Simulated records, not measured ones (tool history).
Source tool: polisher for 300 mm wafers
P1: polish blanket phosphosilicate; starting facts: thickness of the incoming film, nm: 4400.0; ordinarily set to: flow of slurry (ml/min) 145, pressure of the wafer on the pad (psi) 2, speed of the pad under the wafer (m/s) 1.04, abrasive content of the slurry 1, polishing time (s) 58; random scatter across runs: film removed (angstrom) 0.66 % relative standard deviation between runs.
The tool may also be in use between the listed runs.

run,day,flow of slurry (ml/min),pressure of the wafer on the pad (psi),speed of the pad under the wafer (m/s),abrasive content of the slurry,polishing time (s),wafers polished on this pad,hours since the slurry nozzle was cleaned,hours since the head pressure was calibrated,hours since the slurry blender was calibrated,hours since the conditioning disc was replaced,film removed (angstrom)
1,0.55,145,2,1.04,1,58,381,81,255.5,37.6,33.5,3045.4
2,0.792,145,2,1.38,1,58,432,86.8,261.3,43.4,39.3,3812.3
3,1.15,145,2,1.04,1,76,508,95.4,269.9,52,47.9,3998.9
4,1.625,145,2,1.04,1.45,58,609,106.8,281.3,63.4,59.3,3559.8
5,1.904,215,2.6,1.04,1,58,668,113.5,288,70.1,66,4236.6
6,2.217,145,2,1.04,1,58,734,121,295.5,77.6,73.5,3092.5
7,2.567,145,2,1.04,1,58,809,129.4,303.9,86,81.9,3044.6
8,2.962,145,2,0.46,1,58,892,138.9,313.4,95.5,91.4,1591.5
9,3.225,90,2,1.04,1,58,948,145.2,319.7,101.8,97.7,2744.5
10,3.729,145,2,1.04,1,58,1055,157.3,331.8,113.9,109.8,3039.1
11,4.154,110,2,1.28,1,58,1145,167.5,342,124.1,120,3421.7
12,4.583,145,2,1.04,1,30,1236,177.8,352.3,134.4,130.3,1569
# day 5.008: slurry nozzle cleaned
13,5.1,205,2,1.04,1,58,1345,2.2,364.7,146.8,142.7,3238.3
14,5.346,145,2,1.04,0.7,58,1397,8.1,370.6,152.7,148.6,2563.1
15,5.883,145,2.8,1.04,1,58,1511,21,383.5,165.6,161.5,4253.7
16,6.158,145,2,1.04,1,58,1569,27.6,390.1,172.2,168.1,3060.2
17,6.492,145,0.9,1.04,1,58,1640,35.6,398.1,180.2,176.1,1381
18,7.046,145,2,1.04,1,58,1757,48.9,411.4,193.5,189.4,3047.6
19,7.438,145,2,1.04,1,58,1840,58.3,420.8,202.9,198.8,3080.8
20,7.792,145,2,1.04,1,58,1915,66.8,429.3,211.4,207.3,2963.8
21,8.225,145,2,1.04,1,58,2007,77.2,439.7,221.8,217.7,2891.6
22,8.496,145,2,1.04,1,58,2065,83.7,446.2,228.3,224.2,2818.4
23,8.946,145,2,1.04,1,58,2160,94.5,457,239.1,235,2807.3
24,9.379,145,2,1.04,1,58,2252,104.9,467.4,249.5,245.4,2773.1
# day 9.429: head pressure recalibrated
25,9.662,145,2,1.04,1,58,2312,111.7,5.7,256.3,252.2,2698.4
# day 9.708: slurry nozzle cleaned
26,10.162,145,2,1.04,1,58,2418,10.9,17.7,268.3,264.2,2666
# day 10.212: conditioning disc replaced and pad reconditioned
27,10.621,145,2,1.04,1,58,2515,21.9,28.7,279.3,9.8,2707.3
28,11.004,145,2,1.04,1,58,2596,31.1,37.9,288.5,19,2714.6
29,11.567,145,2,1.04,1,58,2715,44.6,51.4,302,32.5,2706.6
30,12.017,145,2,1.04,1,58,2811,55.4,62.2,312.8,43.3,2709.7

P1 has crept away from where it was. The log is fitted equally well by each of these 2 causes, at the sizes shown:
A: removal rate lost through wear of the pad, % = 12.1
B: abrasive missing from the slurry, % = 23.3
The process output started creeping at around day 7.438.
Each remaining cause and why it is not a fit:
slurry flow missing at the pad, %: work on it at day 9.708, done after the drift set in, did not restore what the process gave before
head's pressure below its setpoint, %: work on it at day 9.429, done after the drift set in, did not restore what the process gave before
time polished since the conditioner stopped cutting, s: work on it at day 10.212, done after the drift set in, did not restore what the process gave before

4 check runs are offered, each on 5 wafers whose results are averaged, their results left as question marks. Which one tells the causes apart?
check 1,12.467,145,1.5,1.04,1,58,,,,,,?
check 2,12.467,110,1.3,1.04,1,58,,,,,,?
check 3,12.467,175,2,1.04,1.45,58,,,,,,?
check 4,12.467,145,2,0.5,1,58,,,,,,?

Check results expected under each cause:
check,result,if A,if B
check 1,film removed (angstrom),2013.8,2013
check 2,film removed (angstrom),1650.6,1650
check 3,film removed (angstrom),3223.3,3301.1
check 4,film removed (angstrom),1494.5,1494
Distance between the nearest two causes, measured in the result of the check that separates them most: check 1 0.04 %; check 2 0.04 %; check 3 2.38 %; check 4 0.04 %
Check 3 distinguishes between the causes, while the remaining checks would return nearly the same result for all of them.

After running check 3, the following was obtained: film removed (angstrom) 3303.2. Which cause does this point to?

Of the candidate causes, it is B: abrasive missing from the slurry, %.
